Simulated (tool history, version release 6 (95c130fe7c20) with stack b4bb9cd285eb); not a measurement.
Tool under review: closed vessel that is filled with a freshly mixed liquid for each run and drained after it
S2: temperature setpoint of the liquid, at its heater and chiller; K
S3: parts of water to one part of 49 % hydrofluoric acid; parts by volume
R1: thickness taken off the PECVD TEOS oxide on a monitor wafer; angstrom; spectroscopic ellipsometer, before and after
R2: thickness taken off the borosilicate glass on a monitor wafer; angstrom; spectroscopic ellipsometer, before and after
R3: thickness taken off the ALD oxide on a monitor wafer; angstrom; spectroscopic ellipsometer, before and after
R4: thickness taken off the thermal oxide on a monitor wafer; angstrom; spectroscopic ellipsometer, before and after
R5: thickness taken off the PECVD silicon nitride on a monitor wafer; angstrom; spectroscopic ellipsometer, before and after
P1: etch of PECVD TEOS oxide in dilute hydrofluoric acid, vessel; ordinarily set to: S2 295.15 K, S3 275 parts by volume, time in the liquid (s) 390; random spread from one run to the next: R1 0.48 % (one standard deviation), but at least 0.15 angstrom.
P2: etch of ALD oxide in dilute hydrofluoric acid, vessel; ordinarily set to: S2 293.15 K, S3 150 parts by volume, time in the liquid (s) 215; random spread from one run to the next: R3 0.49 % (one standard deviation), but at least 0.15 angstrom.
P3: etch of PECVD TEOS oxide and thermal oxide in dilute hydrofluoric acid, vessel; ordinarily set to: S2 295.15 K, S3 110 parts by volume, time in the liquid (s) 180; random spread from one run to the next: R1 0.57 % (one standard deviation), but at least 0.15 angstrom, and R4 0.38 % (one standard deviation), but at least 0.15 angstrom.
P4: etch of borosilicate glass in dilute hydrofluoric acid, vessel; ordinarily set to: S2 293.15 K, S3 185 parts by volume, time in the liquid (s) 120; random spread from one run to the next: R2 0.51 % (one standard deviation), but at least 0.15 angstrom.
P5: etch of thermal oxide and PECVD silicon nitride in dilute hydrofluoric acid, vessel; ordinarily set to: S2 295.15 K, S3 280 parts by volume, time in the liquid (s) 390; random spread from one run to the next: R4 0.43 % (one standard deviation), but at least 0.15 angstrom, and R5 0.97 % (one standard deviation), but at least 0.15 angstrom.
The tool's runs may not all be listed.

Run 1, hour 11.8: process that ran P1, S2 295.15 K, S3 275 parts by volume, time in the liquid (s) 390. Result: R1 262.020 angstrom.
Run 2, hour 22.0: process that ran P4, S2 293.15 K, S3 75 parts by volume, time in the liquid (s) 120. Result: R2 330.830 angstrom.
Run 3, hour 34.4: process that ran P2, S2 293.15 K, S3 150 parts by volume, time in the liquid (s) 215. Result: R3 149.630 angstrom.
Run 4, hour 42.8: process that ran P4, S2 293.15 K, S3 185 parts by volume, time in the liquid (s) 120. Result: R2 119.510 angstrom.
Run 5, hour 59.2: process that ran P5, S2 303.15 K, S3 280 parts by volume, time in the liquid (s) 390. Result: R4 69.103 angstrom, R5 33.563 angstrom.
Run 6, hour 73.9: process that ran P2, S2 293.15 K, S3 150 parts by volume, time in the liquid (s) 30. Result: R3 20.916 angstrom.
Run 7, hour 87.6: process that ran P1, S2 295.15 K, S3 275 parts by volume, time in the liquid (s) 605. Result: R1 408.020 angstrom.
Run 8, hour 100.6: process that ran P5, S2 295.15 K, S3 280 parts by volume, time in the liquid (s) 215. Result: R4 29.077 angstrom, R5 11.818 angstrom.
Run 9, hour 115.0: process that ran P5, S2 295.15 K, S3 280 parts by volume, time in the liquid (s) 390. Result: R4 52.911 angstrom, R5 21.357 angstrom.
Run 10, hour 127.4: process that ran P3, S2 295.15 K, S3 110 parts by volume, time in the liquid (s) 180. Result: R1 253.100 angstrom, R4 71.489 angstrom.
Run 11, hour 135.8: process that ran P4, S2 293.15 K, S3 185 parts by volume, time in the liquid (s) 30. Result: R2 29.779 angstrom.
Run 12, hour 148.1: process that ran P1, S2 299.65 K, S3 275 parts by volume, time in the liquid (s) 390. Result: R1 307.270 angstrom.
Run 13, hour 158.8: process that ran P2, S2 293.15 K, S3 35 parts by volume, time in the liquid (s) 215. Result: R3 727.430 angstrom.
Run 14, hour 173.4: process that ran P1, S2 295.15 K, S3 120 parts by volume, time in the liquid (s) 390. Result: R1 705.980 angstrom.
Run 15, hour 182.8: process that ran P5, S2 295.15 K, S3 500 parts by volume, time in the liquid (s) 390. Result: R4 24.631 angstrom, R5 11.856 angstrom.
Run 16, hour 199.0: process that ran P2, S2 298.15 K, S3 150 parts by volume, time in the liquid (s) 215. Result: R3 181.260 angstrom.
Run 17, hour 214.2: process that ran P1, S2 295.15 K, S3 115 parts by volume, time in the liquid (s) 585. Result: R1 1113.000 angstrom.
Run 18, hour 226.9: process that ran P1, S2 295.15 K, S3 275 parts by volume, time in the liquid (s) 390. Result: R1 264.860 angstrom.
Run 19, hour 241.0: process that ran P1, S2 295.15 K, S3 275 parts by volume, time in the liquid (s) 85. Result: R1 57.097 angstrom.
Run 20, hour 253.8: process that ran P4, S2 300.15 K, S3 185 parts by volume, time in the liquid (s) 120. Result: R2 156.090 angstrom.
Run 21, hour 261.4: process that ran P3, S2 303.15 K, S3 110 parts by volume, time in the liquid (s) 180. Result: R1 344.120 angstrom, R4 98.265 angstrom.
Run 22, hour 275.4: process that ran P2, S2 293.15 K, S3 150 parts by volume, time in the liquid (s) 215. Result: R3 147.980 angstrom.
Run 23, hour 283.4: process that ran P1, S2 295.15 K, S3 275 parts by volume, time in the liquid (s) 390. Result: R1 264.060 angstrom.
Run 24, hour 296.6: process that ran P3, S2 295.15 K, S3 195 parts by volume, time in the liquid (s) 180. Result: R1 129.260 angstrom, R4 37.024 angstrom.
Run 25, hour 310.7: process that ran P1, S2 290.15 K, S3 275 parts by volume, time in the liquid (s) 390. Result: R1 216.240 angstrom.
Run 26, hour 322.1: process that ran P3, S2 295.15 K, S3 110 parts by volume, time in the liquid (s) 60. Result: R1 84.205 angstrom, R4 24.122 angstrom.
Run 27, hour 333.6: process that ran P5, S2 295.15 K, S3 280 parts by volume, time in the liquid (s) 390. Result: R4 52.584 angstrom, R5 20.620 angstrom.
Run 28, hour 345.3: process that ran P1, S2 295.15 K, S3 400 parts by volume, time in the liquid (s) 390. Result: R1 162.310 angstrom.
Run 29, hour 356.0: process that ran P1, S2 295.15 K, S3 275 parts by volume, time in the liquid (s) 390. Result: R1 263.690 angstrom.
Run 30, hour 368.2: process that ran P1, S2 295.15 K, S3 275 parts by volume, time in the liquid (s) 390. Result: R1 261.150 angstrom.
Run 31, hour 381.7: process that ran P1, S2 295.15 K, S3 275 parts by volume, time in the liquid (s) 390. Result: R1 257.770 angstrom.
Run 32, hour 394.2: process that ran P1, S2 295.15 K, S3 275 parts by volume, time in the liquid (s) 390. Result: R1 256.270 angstrom.
Run 33, hour 411.1: process that ran P1, S2 295.15 K, S3 275 parts by volume, time in the liquid (s) 390. Result: R1 252.390 angstrom.
Run 34, hour 420.5: process that ran P1, S2 295.15 K, S3 275 parts by volume, time in the liquid (s) 390. Result: R1 251.430 angstrom.
Run 35, hour 431.6: process that ran P1, S2 295.15 K, S3 275 parts by volume, time in the liquid (s) 390. Result: R1 252.850 angstrom.
Run 36, hour 445.0: process that ran P1, S2 295.15 K, S3 275 parts by volume, time in the liquid (s) 390. Result: R1 249.530 angstrom.
Run 37, hour 455.7: process that ran P1, S2 295.15 K, S3 275 parts by volume, time in the liquid (s) 390. Result: R1 250.400 angstrom.
Run 38, hour 468.9: process that ran P1, S2 295.15 K, S3 275 parts by volume, time in the liquid (s) 390. Result: R1 249.580 angstrom.
Run 39, hour 484.0: process that ran P1, S2 295.15 K, S3 275 parts by volume, time in the liquid (s) 390. Result: R1 250.550 angstrom.
Run 40, hour 496.2: process that ran P1, S2 295.15 K, S3 275 parts by volume, time in the liquid (s) 390. Result: R1 246.300 angstrom.
Run 41, hour 508.3: process that ran P1, S2 295.15 K, S3 275 parts by volume, time in the liquid (s) 390. Result: R1 248.490 angstrom.

The output of P1 has drifted from where it used to be. Each of the 2 causes below, taken at the size shown beside it, accounts for the log equally well:
A: liquid colder than its thermometer reads (K) = 1.62
B: hydrofluoric acid flow below the setpoint (%) = 4.54
The onset of the drift is placed at about hour 368.2.

Which of the 4 check runs listed below, each an average over 3 wafers with its results shown as question marks, gives clearly different results under the different listed causes?
Run check 1, hour 520.4: process that ran P4, S2 297.65 K, S3 185 parts by volume, time in the liquid (s) 30. Result: R2 ?.
Run check 2, hour 520.4: process that ran P5, S2 301.65 K, S3 280 parts by volume, time in the liquid (s) 390. Result: R4 ?, R5 ?.
Run check 3, hour 520.4: process that ran P3, S2 295.15 K, S3 165 parts by volume, time in the liquid (s) 60. Result: R1 ?, R4 ?.
Run check 4, hour 520.4: process that ran P2, S2 296.65 K, S3 150 parts by volume, time in the liquid (s) 30. Result: R3 ?.

Outcome of each check run for each possible cause:
  check  result    if A    if B
check 1      R2  33.273  33.424
check 2      R4  62.628  62.224
check 2      R5  28.254  29.662
check 3      R1  49.759  50.172
check 3      R4  14.160  14.278
check 4      R3  22.311  22.497
How far apart the two closest causes lie, in the result that separates them most: check 1 0.45 %; check 2 4.86 %; check 3 0.83 %; check 4 0.83 %
The other checks would show nearly matching results whichever cause is true, so check 2 is the only one that separates the causes.

Check 2 was then run and gave: R4 62.288 angstrom; R5 29.414 angstrom. Which cause is it?

It was cause B: hydrofluoric acid flow below the setpoint (%).
